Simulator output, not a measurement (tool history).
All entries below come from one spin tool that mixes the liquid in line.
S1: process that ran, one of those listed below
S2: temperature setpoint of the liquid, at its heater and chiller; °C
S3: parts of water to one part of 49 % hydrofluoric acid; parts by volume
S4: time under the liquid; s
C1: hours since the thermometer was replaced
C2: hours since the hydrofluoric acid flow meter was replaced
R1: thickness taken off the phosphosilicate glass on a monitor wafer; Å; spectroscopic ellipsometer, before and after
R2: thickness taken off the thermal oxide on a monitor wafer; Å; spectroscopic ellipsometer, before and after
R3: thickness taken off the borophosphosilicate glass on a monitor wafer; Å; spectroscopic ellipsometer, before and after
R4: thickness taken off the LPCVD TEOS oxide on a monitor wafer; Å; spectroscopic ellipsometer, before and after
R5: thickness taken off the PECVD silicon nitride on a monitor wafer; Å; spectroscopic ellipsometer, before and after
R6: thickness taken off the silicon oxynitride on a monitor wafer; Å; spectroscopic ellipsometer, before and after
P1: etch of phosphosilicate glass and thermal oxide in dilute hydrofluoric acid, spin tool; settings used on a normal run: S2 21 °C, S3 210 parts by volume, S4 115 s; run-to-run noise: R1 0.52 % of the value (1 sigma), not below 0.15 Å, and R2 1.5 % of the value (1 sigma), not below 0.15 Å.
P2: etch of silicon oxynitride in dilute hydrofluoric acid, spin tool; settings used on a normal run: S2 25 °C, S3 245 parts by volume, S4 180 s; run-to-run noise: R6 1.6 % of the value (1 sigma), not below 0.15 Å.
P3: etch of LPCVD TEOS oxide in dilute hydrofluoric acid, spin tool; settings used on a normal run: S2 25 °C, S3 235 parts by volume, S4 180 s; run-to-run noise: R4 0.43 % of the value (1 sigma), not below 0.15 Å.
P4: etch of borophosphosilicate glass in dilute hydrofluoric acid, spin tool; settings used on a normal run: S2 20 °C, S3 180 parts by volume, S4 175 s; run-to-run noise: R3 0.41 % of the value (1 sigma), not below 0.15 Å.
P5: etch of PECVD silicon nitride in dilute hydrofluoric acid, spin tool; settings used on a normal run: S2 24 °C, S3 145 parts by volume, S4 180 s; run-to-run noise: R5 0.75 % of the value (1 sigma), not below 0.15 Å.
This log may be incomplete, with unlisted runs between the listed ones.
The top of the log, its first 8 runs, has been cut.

run	hour	S1	S2	S3	S4	C1	C2	R1	R2	R3	R4	R5	R6
9	111	P1	17	210	115	1860.7	57.4	507.2	15.641				
10	121.5	P3	25	235	180	1871.2	67.9				168.05		
11	137.3	P5	28	145	180	1887	83.7					39.348	
12	151.5	P5	24	145	180	1901.2	97.9					30.756	
13	165.6	P4	20	180	175	1915.3	112			297.46			
14	174.4	P2	25	245	315	1924.1	120.8						23.102
15	183.1	P5	24	145	275	1932.8	129.5					46.44	
16	195.8	P3	31.5	235	180	1945.5	142.2				210.97		
17	204.8	P1	27.5	75	115	1954.5	151.2	2491.7	76.211				
18	217.3	P2	25	245	180	1967	163.7						13.475
19	231.5	P1	21	370	65	1981.2	177.9	165.11	5.0568				
# hour 236.1: thermometer replaced
20	241.6	P3	25	235	330	5.5	188				309.1		

Forecast run 21:
21	254.1	P1	21	50	115	18	200.5	?	?				

{"run 21": {"R1": 2999.8, "R2": 95.752}}

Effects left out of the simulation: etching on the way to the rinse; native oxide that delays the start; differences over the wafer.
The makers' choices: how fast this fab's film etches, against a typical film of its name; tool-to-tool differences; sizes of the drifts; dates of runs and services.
